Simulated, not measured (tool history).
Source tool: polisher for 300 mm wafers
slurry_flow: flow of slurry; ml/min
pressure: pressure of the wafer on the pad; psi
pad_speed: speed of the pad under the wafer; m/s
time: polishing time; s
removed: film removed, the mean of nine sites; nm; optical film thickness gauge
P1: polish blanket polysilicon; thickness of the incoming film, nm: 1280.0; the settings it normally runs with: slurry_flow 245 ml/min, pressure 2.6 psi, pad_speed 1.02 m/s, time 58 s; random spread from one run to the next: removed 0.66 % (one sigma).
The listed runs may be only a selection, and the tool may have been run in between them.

| run | hour | slurry_flow | pressure | pad_speed | time | wafers polished on this pad | hours since the slurry nozzle was cleaned | hours since the head pressure was calibrated | removed |
|---|---|---|---|---|---|---|---|---|---|
| 1 | 7.0 | 245 | 2.6 | 1.02 | 58 | 591 | 329.9 | 307.9 | 456.13 |
| 2 | 13.4 | 245 | 2.6 | 1.40 | 27 | 664 | 336.3 | 314.3 | 288.51 |
| 3 | 19.5 | 245 | 2.6 | 1.02 | 58 | 734 | 342.4 | 320.4 | 462.01 |
| 4 | 23.2 | 245 | 2.6 | 1.02 | 58 | 777 | 346.1 | 324.1 | 458.56 |
| 5 | 28.5 | 245 | 2.6 | 0.64 | 58 | 838 | 351.4 | 329.4 | 287.87 |
| 6 | 35.5 | 330 | 2.6 | 1.02 | 58 | 918 | 358.4 | 336.4 | 466.45 |
| 7 | 39.6 | 145 | 2.6 | 1.38 | 58 | 965 | 362.5 | 340.5 | 578.03 |
| 8 | 46.4 | 245 | 2.6 | 1.52 | 58 | 1043 | 369.3 | 347.3 | 678.21 |
| 9 | 52.1 | 335 | 2.6 | 1.02 | 32 | 1108 | 375.0 | 353.0 | 261.35 |
| 10 | 57.6 | 245 | 2.6 | 1.02 | 58 | 1171 | 380.5 | 358.5 | 462.57 |
| 11 | 63.3 | 245 | 2.6 | 1.02 | 33 | 1237 | 386.2 | 364.2 | 262.93 |
| 12 | 68.3 | 145 | 2.6 | 1.02 | 58 | 1294 | 391.2 | 369.2 | 431.36 |
| 13 | 71.9 | 245 | 1.2 | 1.02 | 58 | 1335 | 394.8 | 372.8 | 210.78 |
| 14 | 77.9 | 245 | 3.7 | 1.02 | 58 | 1404 | 400.8 | 378.8 | 652.08 |

Expected results for the next run?
| 15 | 83.5 | 245 | 2.6 | 1.02 | 80 | 1468 | 406.4 | 384.4 | ? |

Run 15 came out at removed 634.87 nm.
